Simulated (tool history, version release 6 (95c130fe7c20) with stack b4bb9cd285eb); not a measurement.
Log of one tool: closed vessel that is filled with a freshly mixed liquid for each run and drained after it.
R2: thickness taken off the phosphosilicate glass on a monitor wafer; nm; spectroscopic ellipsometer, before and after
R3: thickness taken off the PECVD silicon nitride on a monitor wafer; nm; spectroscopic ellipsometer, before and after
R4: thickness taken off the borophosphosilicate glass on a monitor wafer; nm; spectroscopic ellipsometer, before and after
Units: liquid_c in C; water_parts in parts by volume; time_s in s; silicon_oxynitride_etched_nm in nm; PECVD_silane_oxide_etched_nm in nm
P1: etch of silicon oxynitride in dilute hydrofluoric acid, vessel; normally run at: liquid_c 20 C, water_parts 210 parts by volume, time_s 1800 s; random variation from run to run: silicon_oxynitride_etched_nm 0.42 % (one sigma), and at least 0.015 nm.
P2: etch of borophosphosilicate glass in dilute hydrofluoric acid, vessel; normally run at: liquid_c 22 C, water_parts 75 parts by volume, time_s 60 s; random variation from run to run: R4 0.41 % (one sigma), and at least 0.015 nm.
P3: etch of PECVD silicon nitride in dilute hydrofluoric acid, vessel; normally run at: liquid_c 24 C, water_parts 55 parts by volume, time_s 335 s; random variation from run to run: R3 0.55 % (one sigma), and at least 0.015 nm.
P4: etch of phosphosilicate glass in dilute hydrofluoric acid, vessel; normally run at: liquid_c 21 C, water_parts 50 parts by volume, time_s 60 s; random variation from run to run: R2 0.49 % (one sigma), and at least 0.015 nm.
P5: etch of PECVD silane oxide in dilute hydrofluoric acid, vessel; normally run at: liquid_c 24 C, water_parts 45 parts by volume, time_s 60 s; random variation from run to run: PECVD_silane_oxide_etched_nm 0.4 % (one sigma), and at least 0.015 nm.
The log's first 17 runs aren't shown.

{"run": 18, "hour": 58.1, "process": "P1", "liquid_c": 20, "water_parts": 210, "time_s": 1800, "silicon_oxynitride_etched_nm": 12.917}
{"run": 19, "hour": 62.2, "process": "P1", "liquid_c": 27, "water_parts": 210, "time_s": 1800, "silicon_oxynitride_etched_nm": 17.693}
{"run": 20, "hour": 64.2, "process": "P1", "liquid_c": 24.5, "water_parts": 100, "time_s": 1800, "silicon_oxynitride_etched_nm": 36.132}
{"run": 21, "hour": 66.1, "process": "P4", "liquid_c": 21, "water_parts": 20, "time_s": 60, "R2": 591.52}
{"run": 22, "hour": 69.6, "process": "P1", "liquid_c": 20, "water_parts": 210, "time_s": 1800, "silicon_oxynitride_etched_nm": 12.877}
{"run": 23, "hour": 73.0, "process": "P2", "liquid_c": 22, "water_parts": 75, "time_s": 60, "R4": 39.137}
{"run": 24, "hour": 75.3, "process": "P5", "liquid_c": 24, "water_parts": 20, "time_s": 60, "PECVD_silane_oxide_etched_nm": 50.685}
{"run": 25, "hour": 78.3, "process": "P1", "liquid_c": 20, "water_parts": 210, "time_s": 1800, "silicon_oxynitride_etched_nm": 12.923}
{"run": 26, "hour": 81.9, "process": "P2", "liquid_c": 17, "water_parts": 75, "time_s": 60, "R4": 31.595}
{"run": 27, "hour": 84.8, "process": "P3", "liquid_c": 24, "water_parts": 20, "time_s": 335, "R3": 34.465}
{"run": 28, "hour": 89.0, "process": "P1", "liquid_c": 20, "water_parts": 210, "time_s": 225, "silicon_oxynitride_etched_nm": 1.6182}
{"run": 29, "hour": 92.5, "process": "P4", "liquid_c": 29, "water_parts": 50, "time_s": 60, "R2": 318.77}
{"run": 30, "hour": 95.3, "process": "P1", "liquid_c": 20, "water_parts": 210, "time_s": 1800, "silicon_oxynitride_etched_nm": 12.874}
{"run": 31, "hour": 99.2, "process": "P1", "liquid_c": 24, "water_parts": 210, "time_s": 715, "silicon_oxynitride_etched_nm": 6.1523}

Run 32 comes next. What will it give?
{"run": 32, "hour": 103.3, "process": "P5", "liquid_c": 24, "water_parts": 45, "time_s": 60, "PECVD_silane_oxide_etched_nm": "?"}

PECVD_silane_oxide_etched_nm: 21.973 nm
